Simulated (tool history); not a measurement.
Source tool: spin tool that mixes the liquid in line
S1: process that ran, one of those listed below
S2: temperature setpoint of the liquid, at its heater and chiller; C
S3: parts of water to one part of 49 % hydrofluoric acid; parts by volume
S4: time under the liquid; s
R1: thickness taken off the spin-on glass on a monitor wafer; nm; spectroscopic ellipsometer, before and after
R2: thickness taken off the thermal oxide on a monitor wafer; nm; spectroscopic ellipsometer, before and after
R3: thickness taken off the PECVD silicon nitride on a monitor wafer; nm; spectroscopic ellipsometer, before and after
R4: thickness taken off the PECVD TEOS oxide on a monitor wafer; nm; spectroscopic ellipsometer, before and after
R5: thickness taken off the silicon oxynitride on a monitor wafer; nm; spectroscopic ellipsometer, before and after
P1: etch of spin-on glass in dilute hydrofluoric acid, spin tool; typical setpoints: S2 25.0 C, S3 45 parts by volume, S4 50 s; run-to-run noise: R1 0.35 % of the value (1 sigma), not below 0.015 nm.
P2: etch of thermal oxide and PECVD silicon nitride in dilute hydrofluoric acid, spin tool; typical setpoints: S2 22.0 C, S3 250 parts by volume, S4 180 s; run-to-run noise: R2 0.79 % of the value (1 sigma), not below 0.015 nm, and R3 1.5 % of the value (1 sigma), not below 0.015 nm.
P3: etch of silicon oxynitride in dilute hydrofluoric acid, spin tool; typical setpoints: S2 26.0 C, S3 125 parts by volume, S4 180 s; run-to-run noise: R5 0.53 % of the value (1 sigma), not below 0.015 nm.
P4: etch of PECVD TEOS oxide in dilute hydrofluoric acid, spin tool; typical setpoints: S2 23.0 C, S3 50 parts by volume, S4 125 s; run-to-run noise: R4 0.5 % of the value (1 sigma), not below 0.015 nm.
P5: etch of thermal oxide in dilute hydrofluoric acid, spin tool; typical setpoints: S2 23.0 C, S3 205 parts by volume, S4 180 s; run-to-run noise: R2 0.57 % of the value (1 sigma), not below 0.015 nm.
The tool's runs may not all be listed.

run   hour  S1    S2   S3   S4       R1        R2      R3      R4      R5
  1    4.8  P1  25.0   45   50   54.564
  2    8.7  P2  22.0  250  180            2.71300  1.7378
  3   11.9  P2  22.0  375  180            1.63640  1.1274
  4   16.3  P4  23.0   80  125                             20.057
  5   21.5  P1  25.0   45   50   54.329
  6   26.2  P4  17.0   50  125                             25.890
  7   30.6  P1  25.0   45   15   16.335
  8   33.1  P1  25.0   45   50   54.309
  9   36.5  P5  23.0   70  180           12.37900
 10   40.3  P5  23.0  205   15            0.32311
 11   44.0  P5  17.5  205  180            2.90590
 12   47.5  P1  29.5   45   15   19.546
 13   53.0  P3  26.0  220  180                                     3.4202
 14   57.8  P2  22.0  250  280            4.28270  2.6501
 15   62.3  P1  25.0   65   50   36.491
 16   67.1  P3  26.0  125  180                                     6.5234
 17   70.3  P5  23.0  205  180            3.64790
 18   73.1  P1  25.0   45   50   54.472
 19   77.1  P1  28.5   20   50  146.540
 20   81.1  P1  25.0   45   50   54.233
 21   86.1  P1  17.5   45   50   39.686
 22   89.8  P1  25.0   45   50   54.056
 23   95.4  P1  25.0   45   50   54.692
 24   99.6  P1  25.0   45   80   86.793
 25  102.8  P3  34.0  125  180                                     9.3242
 26  107.2  P2  28.0  250  180            3.35480  2.4820
 27  109.8  P1  31.0   45   50   69.096
 28  112.3  P4  23.0   50  125                             33.369
 29  114.9  P4  23.0   50  230                             61.827
 30  119.2  P3  26.0  125   80                                     2.8980
 31  122.9  P1  25.0   20   50  126.670
 32  127.8  P5  23.0  205  180            3.56640
 33  130.9  P2  22.0  250  180            2.73880  1.6775
 34  135.5  P1  25.0   45   50   54.685
 35  138.1  P1  25.0   45   50   55.689
 36  143.3  P1  25.0   45   50   57.162
 37  146.3  P1  25.0   45   50   58.333
 38  149.9  P1  25.0   45   50   58.693
 39  154.3  P1  25.0   45   50   58.821
 40  158.5  P1  25.0   45   50   59.205
 41  162.1  P1  25.0   45   50   59.432
 42  166.0  P1  25.0   45   50   59.328

Something has made what P1 gives creep away from where it was; the 2 causes below, each at its own stated size, fit the log equally well:
A: liquid hotter than its thermometer reads (K) = 2.09
B: hydrofluoric acid flow above the setpoint (%) = 8.34
The process output started creeping at around hour 135.5.

The 4 check runs listed below each average the results of 5 wafers, and their outcomes are marked with question marks. Under which run would the listed causes produce clearly different results?
check 1  169.9  P4  23.0   75  220               ?
check 2  169.9  P5  19.0   80  180       ?
check 3  169.9  P2  22.0  350  260       ?   ?
check 4  169.9  P3  31.0  125  180                   ?

Outcome of each check run for each possible cause:
  check  result     if A     if B
check 1      R4   41.331   41.453
check 2      R2  9.88450  9.88590
check 3      R2  2.74760  2.83980
check 3      R3   1.9935   1.8993
check 4      R5   8.9217   8.9187
Per check, the gap between the least separated pair of causes, taken in the result that splits them most: check 1 0.3 %; check 2 0.01 %; check 3 4.84 %; check 4 0.03 %
Check 3 distinguishes between the causes, while the remaining checks would return nearly the same result for all of them.

Check 3 has now been run. It gave: R2 2.74390 nm; R3 1.9858 nm. Which of the candidate causes is it?

A is the cause: liquid hotter than its thermometer reads (K).
